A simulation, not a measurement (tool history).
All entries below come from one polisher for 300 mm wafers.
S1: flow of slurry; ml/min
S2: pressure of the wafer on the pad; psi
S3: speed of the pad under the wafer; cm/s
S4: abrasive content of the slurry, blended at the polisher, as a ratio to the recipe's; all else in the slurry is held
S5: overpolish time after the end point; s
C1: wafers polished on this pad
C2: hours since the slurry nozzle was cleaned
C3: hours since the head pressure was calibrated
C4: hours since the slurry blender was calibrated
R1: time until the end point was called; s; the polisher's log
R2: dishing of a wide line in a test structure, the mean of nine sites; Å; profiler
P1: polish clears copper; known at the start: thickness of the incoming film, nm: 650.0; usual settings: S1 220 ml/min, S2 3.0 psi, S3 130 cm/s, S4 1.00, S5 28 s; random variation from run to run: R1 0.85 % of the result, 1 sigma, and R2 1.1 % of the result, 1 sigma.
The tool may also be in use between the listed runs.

| run | hour | S1 | S2 | S3 | S4 | S5 | C1 | C2 | C3 | C4 | R1 | R2 |
|---|---|---|---|---|---|---|---|---|---|---|---|---|
| 1 | 4.7 | 220 | 3.0 | 130 | 1.00 | 28 | 634 | 272.6 | 142.3 | 156.8 | 192.20 | 601.26 |
| 2 | 11.0 | 220 | 3.0 | 130 | 1.00 | 28 | 673 | 278.9 | 148.6 | 163.1 | 190.88 | 604.93 |
| 3 | 18.1 | 220 | 3.0 | 130 | 1.35 | 28 | 716 | 286.0 | 155.7 | 170.2 | 178.34 | 634.19 |
| 4 | 22.4 | 220 | 3.0 | 130 | 1.00 | 55 | 742 | 290.3 | 160.0 | 174.5 | 192.87 | 947.72 |
| 5 | 26.8 | 220 | 4.7 | 130 | 1.00 | 28 | 768 | 294.7 | 164.4 | 178.9 | 122.18 | 860.71 |
| 6 | 33.0 | 220 | 3.0 | 202 | 1.00 | 28 | 806 | 300.9 | 170.6 | 185.1 | 123.20 | 811.13 |
| 7 | 36.7 | 130 | 3.0 | 130 | 1.00 | 28 | 828 | 304.6 | 174.3 | 188.8 | 209.75 | 560.62 |
| 8 | 44.0 | 220 | 1.6 | 130 | 1.00 | 28 | 873 | 311.9 | 181.6 | 196.1 | 356.80 | 345.96 |
| 9 | 49.5 | 220 | 3.0 | 194 | 0.75 | 28 | 906 | 317.4 | 187.1 | 201.6 | 136.20 | 768.88 |
| 10 | 53.6 | 220 | 3.0 | 130 | 1.00 | 28 | 931 | 321.5 | 191.2 | 205.7 | 190.87 | 602.42 |
| 11 | 61.7 | 220 | 3.0 | 130 | 1.00 | 28 | 980 | 329.6 | 199.3 | 213.8 | 192.00 | 603.79 |
| 12 | 68.9 | 330 | 3.0 | 130 | 1.00 | 28 | 1023 | 336.8 | 206.5 | 221.0 | 183.73 | 631.76 |
| 13 | 74.0 | 220 | 3.0 | 130 | 1.00 | 8 | 1054 | 341.9 | 211.6 | 226.1 | 189.81 | 201.66 |
|  | 74.7 | slurry nozzle cleaned |
| 14 | 82.0 | 220 | 3.0 | 130 | 0.65 | 8 | 1103 | 7.4 | 219.6 | 234.1 | 208.16 | 187.60 |
|  | 82.3 | worn pad replaced by a new one |
| 15 | 89.5 | 220 | 3.0 | 130 | 0.50 | 28 | 43 | 14.9 | 227.1 | 241.6 | 221.59 | 540.38 |
| 16 | 94.0 | 220 | 3.0 | 82 | 1.00 | 28 | 70 | 19.4 | 231.6 | 246.1 | 301.42 | 416.25 |
| 17 | 99.8 | 220 | 1.5 | 58 | 1.00 | 28 | 106 | 25.2 | 237.4 | 251.9 | 863.07 | 160.07 |
| 18 | 106.4 | 220 | 3.0 | 130 | 1.00 | 28 | 146 | 31.8 | 244.0 | 258.5 | 189.93 | 602.78 |
| 19 | 112.7 | 220 | 3.0 | 130 | 1.00 | 28 | 184 | 38.1 | 250.3 | 264.8 | 197.61 | 582.83 |
| 20 | 119.6 | 220 | 3.0 | 130 | 1.00 | 28 | 226 | 45.0 | 257.2 | 271.7 | 198.76 | 584.74 |
|  | 122.2 | worn pad replaced by a new one |
| 21 | 125.0 | 220 | 3.0 | 130 | 1.00 | 28 | 17 | 50.4 | 262.6 | 277.1 | 203.72 | 579.31 |
| 22 | 130.7 | 220 | 3.0 | 130 | 1.00 | 28 | 51 | 56.1 | 268.3 | 282.8 | 202.89 | 572.61 |
|  | 134.2 | head pressure recalibrated |
| 23 | 136.2 | 220 | 3.0 | 130 | 1.00 | 28 | 85 | 61.6 | 2.1 | 288.3 | 208.20 | 583.69 |
| 24 | 144.0 | 220 | 3.0 | 130 | 1.00 | 28 | 132 | 69.4 | 9.9 | 296.1 | 205.64 | 563.73 |

P1 no longer gives what it gave before; its output has crept away from where it was. The following 2 causes, each at its listed size, fit the log equally well:
A: slurry flow missing at the pad, % = 37.3
B: abrasive missing from the slurry, % = 28.7
The process output started creeping at around hour 106.4.
What rules out each remaining cause:
removal rate lost through wear of the pad, %: its service at hour 122.2 followed the start of the drift and did not put the process back to its old value
head's pressure below its setpoint, %: its service at hour 134.2 followed the start of the drift and did not put the process back to its old value

4 check runs are offered, each on 2 wafers whose results are averaged, their results left as question marks. Which one tells the causes apart?
| check 1 | 151.8 | 270 | 4.4 | 130 | 1.00 | 28 |  |  |  |  | ? | ? |
| check 2 | 151.8 | 130 | 4.4 | 130 | 1.00 | 28 |  |  |  |  | ? | ? |
| check 3 | 151.8 | 220 | 3.0 | 130 | 1.00 | 38 |  |  |  |  | ? | ? |
| check 4 | 151.8 | 220 | 4.6 | 130 | 1.00 | 51 |  |  |  |  | ? | ? |

What every check run would give for each of its results, assuming each possible cause in turn:
| check | result | if A | if B |
|---|---|---|---|
| check 1 | R1 | 135.36 | 137.04 |
| check 1 | R2 | 798.35 | 791.39 |
| check 2 | R1 | 159.03 | 152.23 |
| check 2 | R2 | 709.90 | 733.32 |
| check 3 | R1 | 205.61 | 205.59 |
| check 3 | R2 | 713.30 | 713.35 |
| check 4 | R1 | 134.09 | 134.08 |
| check 4 | R2 | 1170.20 | 1170.20 |
Distance between the nearest two causes, measured in the result of the check that separates them most: check 1 1.23 %; check 2 4.37 %; check 3 0.01 %; check 4 0.01 %
Of the check runs offered, only check 2 discriminates between the causes; the rest would read about the same regardless of which cause applies.

The results of check 2 are: R1 152.93 s; R2 730.46 Å. Based on these, which of the listed causes is it?

The cause is B: abrasive missing from the slurry, %.
